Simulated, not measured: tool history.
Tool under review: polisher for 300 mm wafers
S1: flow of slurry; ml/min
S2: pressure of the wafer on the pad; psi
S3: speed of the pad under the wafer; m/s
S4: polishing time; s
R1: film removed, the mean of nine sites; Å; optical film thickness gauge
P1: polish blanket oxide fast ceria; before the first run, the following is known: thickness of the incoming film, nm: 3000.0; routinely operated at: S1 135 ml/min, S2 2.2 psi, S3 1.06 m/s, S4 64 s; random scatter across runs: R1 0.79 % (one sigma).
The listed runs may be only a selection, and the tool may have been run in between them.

Run 1, hour 2.9: S1 135 ml/min, S2 2.2 psi, S3 1.06 m/s, S4 64 s. Result: R1 7835.7 Å.
Run 2, hour 6.5: S1 185 ml/min, S2 2.2 psi, S3 1.06 m/s, S4 64 s. Result: R1 8332.9 Å.
Run 3, hour 9.7: S1 80 ml/min, S2 2.2 psi, S3 1.06 m/s, S4 64 s. Result: R1 6980.3 Å.
Run 4, hour 12: S1 135 ml/min, S2 2.2 psi, S3 1.48 m/s, S4 64 s. Result: R1 11035 Å.
Run 5, hour 15.1: S1 135 ml/min, S2 2.2 psi, S3 1.06 m/s, S4 64 s. Result: R1 7979 Å.
Run 6, hour 20.3: S1 135 ml/min, S2 2.2 psi, S3 1.06 m/s, S4 64 s. Result: R1 7989.1 Å.
Run 7, hour 22.8: S1 135 ml/min, S2 2.2 psi, S3 1.06 m/s, S4 64 s. Result: R1 7849 Å.
Run 8, hour 27.4: S1 135 ml/min, S2 2.2 psi, S3 0.74 m/s, S4 64 s. Result: R1 5397.2 Å.
Run 9, hour 30: S1 135 ml/min, S2 2.2 psi, S3 1.06 m/s, S4 46 s. Result: R1 5672.3 Å.
Run 10, hour 33.2: S1 135 ml/min, S2 1 psi, S3 1.06 m/s, S4 64 s. Result: R1 3598.5 Å.
Run 11, hour 36.6: S1 135 ml/min, S2 2.2 psi, S3 1.06 m/s, S4 64 s. Result: R1 7922.3 Å.
Run 12, hour 40.6: S1 135 ml/min, S2 2.2 psi, S3 1.06 m/s, S4 64 s. Result: R1 8045.5 Å.
Run 13, hour 45.3: S1 135 ml/min, S2 3.2 psi, S3 1.06 m/s, S4 64 s. Result: R1 11434 Å.
Run 14, hour 48.8: S1 135 ml/min, S2 2.2 psi, S3 1.06 m/s, S4 64 s. Result: R1 7987 Å.
At hour 49.5: slurry nozzle cleaned.
Run 15, hour 51.5: S1 135 ml/min, S2 2.2 psi, S3 1.06 m/s, S4 99 s. Result: R1 12279 Å.
Run 16, hour 55.1: S1 205 ml/min, S2 2.2 psi, S3 1.06 m/s, S4 99 s. Result: R1 13015 Å.
Run 17, hour 58.7: S1 135 ml/min, S2 2.2 psi, S3 1.06 m/s, S4 64 s. Result: R1 7982.7 Å.
Run 18, hour 61.6: S1 135 ml/min, S2 2.2 psi, S3 1.06 m/s, S4 64 s. Result: R1 7849 Å.
Run 19, hour 66: S1 135 ml/min, S2 2.2 psi, S3 1.06 m/s, S4 64 s. Result: R1 7622.3 Å.
Run 20, hour 68.3: S1 135 ml/min, S2 2.2 psi, S3 1.06 m/s, S4 64 s. Result: R1 7604.9 Å.
Run 21, hour 72.8: S1 135 ml/min, S2 2.2 psi, S3 1.06 m/s, S4 64 s. Result: R1 7304.3 Å.
At hour 75.4: head pressure recalibrated.
Run 22, hour 78.1: S1 135 ml/min, S2 2.2 psi, S3 1.06 m/s, S4 64 s. Result: R1 7425.2 Å.
Run 23, hour 82.6: S1 135 ml/min, S2 2.2 psi, S3 1.06 m/s, S4 64 s. Result: R1 7264.1 Å.
Run 24, hour 86.5: S1 135 ml/min, S2 2.2 psi, S3 1.06 m/s, S4 64 s. Result: R1 7350.5 Å.
Run 25, hour 90.4: S1 135 ml/min, S2 2.2 psi, S3 1.06 m/s, S4 64 s. Result: R1 7114.8 Å.
Run 26, hour 93.6: S1 135 ml/min, S2 2.2 psi, S3 1.06 m/s, S4 64 s. Result: R1 7245.8 Å.
Run 27, hour 96.5: S1 135 ml/min, S2 2.2 psi, S3 1.06 m/s, S4 64 s. Result: R1 7229.3 Å.
Run 28, hour 99.5: S1 135 ml/min, S2 2.2 psi, S3 1.06 m/s, S4 64 s. Result: R1 7196.8 Å.

The log shows P1 creeping away from where it was. Any of the 2 causes listed here, at the size stated for it, fits the log just as well as the others:
A: slurry flow missing at the pad, % = 35.4
B: removal rate lost through wear of the pad, % = 9.73
The onset of the drift is placed at about hour 58.7.
Each remaining cause and why it is not a fit:
head's pressure below its setpoint, %: was serviced at hour 75.4, once the creep was under way, yet the earlier output never came back

The check runs listed below each take one wafer, and their results are still question marks. Under which run would the listed causes lead to clearly different results?
Run check 1, hour 102.5: S1 135 ml/min, S2 1.5 psi, S3 1.06 m/s, S4 64 s. Result: R1 ?.
Run check 2, hour 102.5: S1 135 ml/min, S2 2.8 psi, S3 1.06 m/s, S4 86 s. Result: R1 ?.
Run check 3, hour 102.5: S1 80 ml/min, S2 1.2 psi, S3 1.06 m/s, S4 64 s. Result: R1 ?.
Run check 4, hour 102.5: S1 165 ml/min, S2 2.2 psi, S3 1.06 m/s, S4 48 s. Result: R1 ?.

What each check would give under each cause:
  check  result    if A    if B
check 1      R1  4874.9  4874.5
check 2      R1   12228   12227
check 3      R1  3240.7  3432.6
check 4      R1  5648.2    5553
Gap, in per cent, between the two causes that each check separates least, read from the result that separates them most: check 1 0.01 %; check 2 0.01 %; check 3 5.75 %; check 4 1.7 %
Check 3 distinguishes between the causes, while the remaining checks would return nearly the same result for all of them.

Here is what check 3 returned: R1 3227.8 Å. Which cause is it?

It was cause A: slurry flow missing at the pad, %.
